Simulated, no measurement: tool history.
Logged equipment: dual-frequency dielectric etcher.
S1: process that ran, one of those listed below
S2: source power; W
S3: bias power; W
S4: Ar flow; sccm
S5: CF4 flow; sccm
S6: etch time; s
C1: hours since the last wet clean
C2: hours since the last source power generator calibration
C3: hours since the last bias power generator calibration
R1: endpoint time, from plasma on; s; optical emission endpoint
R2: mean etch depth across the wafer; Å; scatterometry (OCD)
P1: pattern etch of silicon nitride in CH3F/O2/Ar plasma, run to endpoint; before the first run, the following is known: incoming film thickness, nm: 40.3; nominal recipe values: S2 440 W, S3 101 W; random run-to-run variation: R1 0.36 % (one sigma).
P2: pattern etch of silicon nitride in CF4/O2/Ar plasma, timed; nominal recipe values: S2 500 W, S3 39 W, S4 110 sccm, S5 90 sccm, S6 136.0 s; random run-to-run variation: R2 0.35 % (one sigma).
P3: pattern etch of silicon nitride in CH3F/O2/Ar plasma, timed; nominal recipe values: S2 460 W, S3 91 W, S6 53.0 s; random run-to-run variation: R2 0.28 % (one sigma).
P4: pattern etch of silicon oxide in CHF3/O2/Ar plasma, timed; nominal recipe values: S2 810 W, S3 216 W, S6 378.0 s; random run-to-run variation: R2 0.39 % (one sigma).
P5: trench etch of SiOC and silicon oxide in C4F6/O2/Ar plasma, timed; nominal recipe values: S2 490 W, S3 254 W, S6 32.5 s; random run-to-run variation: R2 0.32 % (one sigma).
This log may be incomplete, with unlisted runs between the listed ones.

run 1 hour=1.9 | S1=P1 S2=440 S3=101 | C1=95.5 C2=1742.4 C3=1094.9 | R1=49.722
run 2 hour=5.5 | S1=P2 S2=500 S3=39 S4=132 S5=90 S6=136.0 | C1=99.1 C2=1746.0 C3=1098.5 | R2=2281.40
run 3 hour=8.2 | S1=P2 S2=500 S3=39 S4=110 S5=109 S6=136.0 | C1=101.8 C2=1748.7 C3=1101.2 | R2=2399.70
run 4 hour=10.2 | S1=P1 S2=440 S3=128 | C1=103.8 C2=1750.7 C3=1103.2 | R1=45.420
run 5 hour=13.7 | S1=P1 S2=440 S3=101 | C1=107.3 C2=1754.2 C3=1106.7 | R1=49.208
run 6 hour=17.7 | S1=P5 S2=490 S3=254 S6=32.5 | C1=111.3 C2=1758.2 C3=1110.7 | R2=790.41
run 7 hour=21.9 | S1=P4 S2=810 S3=258 S6=378.0 | C1=115.5 C2=1762.4 C3=1114.9 | R2=9243.90
run 8 hour=24.1 | S1=P5 S2=620 S3=254 S6=32.5 | C1=117.7 C2=1764.6 C3=1117.1 | R2=865.04
run 9 hour=27.8 | S1=P3 S2=460 S3=58 S6=53.0 | C1=121.4 C2=1768.3 C3=1120.8 | R2=361.35
run 10 hour=30.3 | S1=P1 S2=440 S3=101 | C1=123.9 C2=1770.8 C3=1123.3 | R1=49.654
run 11 hour=32.3 | S1=P1 S2=440 S3=101 | C1=125.9 C2=1772.8 C3=1125.3 | R1=49.724
run 12 hour=34.8 | S1=P1 S2=600 S3=101 | C1=128.4 C2=1775.3 C3=1127.8 | R1=44.055
run 13 hour=37.7 | S1=P1 S2=440 S3=67 | C1=131.3 C2=1778.2 C3=1130.7 | R1=57.257
run 14 hour=41.8 | S1=P3 S2=460 S3=91 S6=53.0 | C1=135.4 C2=1782.3 C3=1134.8 | R2=421.21
run 15 hour=44.2 | S1=P2 S2=690 S3=39 S4=110 S5=90 S6=136.0 | C1=137.8 C2=1784.7 C3=1137.2 | R2=3092.10
run 16 hour=47.3 | S1=P4 S2=810 S3=216 S6=254.0 | C1=140.9 C2=1787.8 C3=1140.3 | R2=5804.70
run 17 hour=51.7 | S1=P3 S2=460 S3=91 S6=39.5 | C1=145.3 C2=1792.2 C3=1144.7 | R2=314.52
run 18 hour=54.2 | S1=P5 S2=490 S3=254 S6=32.5 | C1=147.8 C2=1794.7 C3=1147.2 | R2=790.54
run 19 hour=58.4 | S1=P5 S2=490 S3=254 S6=18.0 | C1=152.0 C2=1798.9 C3=1151.4 | R2=437.03
run 20 hour=62.1 | S1=P2 S2=500 S3=39 S4=110 S5=90 S6=75.0 | C1=155.7 C2=1802.6 C3=1155.1 | R2=1289.00
run 21 hour=64.2 | S1=P3 S2=460 S3=91 S6=53.0 | C1=157.8 C2=1804.7 C3=1157.2 | R2=420.08
run 22 hour=68.1 | S1=P1 S2=440 S3=101 | C1=161.7 C2=1808.6 C3=1161.1 | R1=49.410
run 23 hour=70.8 | S1=P1 S2=290 S3=101 | C1=164.4 C2=1811.3 C3=1163.8 | R1=57.656
run 24 hour=74.5 | S1=P1 S2=270 S3=138 | C1=168.1 C2=1815.0 C3=1167.5 | R1=52.575
run 25 hour=77.5 | S1=P4 S2=490 S3=216 S6=378.0 | C1=171.1 C2=1818.0 C3=1170.5 | R2=7160.70
run 26 hour=81.1 | S1=P1 S2=440 S3=101 | C1=174.7 C2=1821.6 C3=1174.1 | R1=49.497
run 27 hour=83.7 | S1=P2 S2=500 S3=47 S4=110 S5=90 S6=136.0 | C1=177.3 C2=1824.2 C3=1176.7 | R2=2505.90
run 28 hour=87.9 | S1=P3 S2=330 S3=91 S6=53.0 | C1=181.5 C2=1828.4 C3=1180.9 | R2=371.10
run 29 hour=90.4 | S1=P2 S2=500 S3=39 S4=110 S5=90 S6=136.0 | C1=184.0 C2=1830.9 C3=1183.4 | R2=2356.70
run 30 hour=93.8 | S1=P2 S2=500 S3=39 S4=110 S5=90 S6=136.0 | C1=187.4 C2=1834.3 C3=1186.8 | R2=2349.70
run 31 hour=96.2 | S1=P5 S2=490 S3=315 S6=32.5 | C1=189.8 C2=1836.7 C3=1189.2 | R2=849.39
run 32 hour=99.1 | S1=P4 S2=810 S3=216 S6=378.0 | C1=192.7 C2=1839.6 C3=1192.1 | R2=8710.30
run 33 hour=103.3 | S1=P1 S2=440 S3=101 | C1=196.9 C2=1843.8 C3=1196.3 | R1=49.295
run 34 hour=107.6 | S1=P1 S2=440 S3=101 | C1=201.2 C2=1848.1 C3=1200.6 | R1=49.944
run 35 hour=111.0 | S1=P1 S2=440 S3=101 | C1=204.6 C2=1851.5 C3=1204.0 | R1=50.155
-- hour=113.7 wet clean of the chamber
run 36 hour=114.2 | S1=P1 S2=440 S3=101 | C1=0.5 C2=1854.7 C3=1207.2 | R1=50.415
run 37 hour=117.2 | S1=P1 S2=440 S3=101 | C1=3.5 C2=1857.7 C3=1210.2 | R1=50.252
run 38 hour=121.6 | S1=P1 S2=440 S3=101 | C1=7.9 C2=1862.1 C3=1214.6 | R1=50.429
run 39 hour=124.5 | S1=P1 S2=440 S3=101 | C1=10.8 C2=1865.0 C3=1217.5 | R1=50.213
run 40 hour=127.8 | S1=P1 S2=440 S3=101 | C1=14.1 C2=1868.3 C3=1220.8 | R1=50.447

Compared with where it was, what P1 gives has crept away. Each cause listed below fits the log as well as the rest, at the size given for it:
A: source power that arrives under what is set, % = 4.77
B: bias power that arrives under what is set, % = 4.88
The onset of the drift is placed at about hour 103.3.
Each remaining cause and why it is not a fit:
chamber walls in a state that lowers the etch rate, %: serviced after onset, at hour 113.7, with no recovery of the prior output

Each of the 4 check runs below uses one wafer; its results are left as question marks. Which run tells the causes apart?
run check 1 hour=131.1 | S1=P2 S2=620 S3=39 S4=110 S5=90 S6=136.0 | R2=?
run check 2 hour=131.1 | S1=P4 S2=810 S3=216 S6=307.0 | R2=?
run check 3 hour=131.1 | S1=P5 S2=610 S3=254 S6=25.0 | R2=?
run check 4 hour=131.1 | S1=P3 S2=330 S3=91 S6=53.0 | R2=?

What every check run would give for each of its results, assuming each possible cause in turn:
check=check_1 result=R2 if_A=2713.90 if_B=2782.70
check=check_2 result=R2 if_A=6909.70 if_B=6920.80
check=check_3 result=R2 if_A=648.48 if_B=650.03
check=check_4 result=R2 if_A=365.04 if_B=365.05
Separation of the two closest causes in each check, using whichever result separates them best: check 1 2.5 %; check 2 0.16 %; check 3 0.24 %; check 4 0 %
Check 1 is the one run that separates the causes; every other check would come out nearly the same whichever cause is at work.

After running check 1, the following was obtained: R2 2710.90 Å. Which cause does this point to?

It was cause A: source power that arrives under what is set, %.
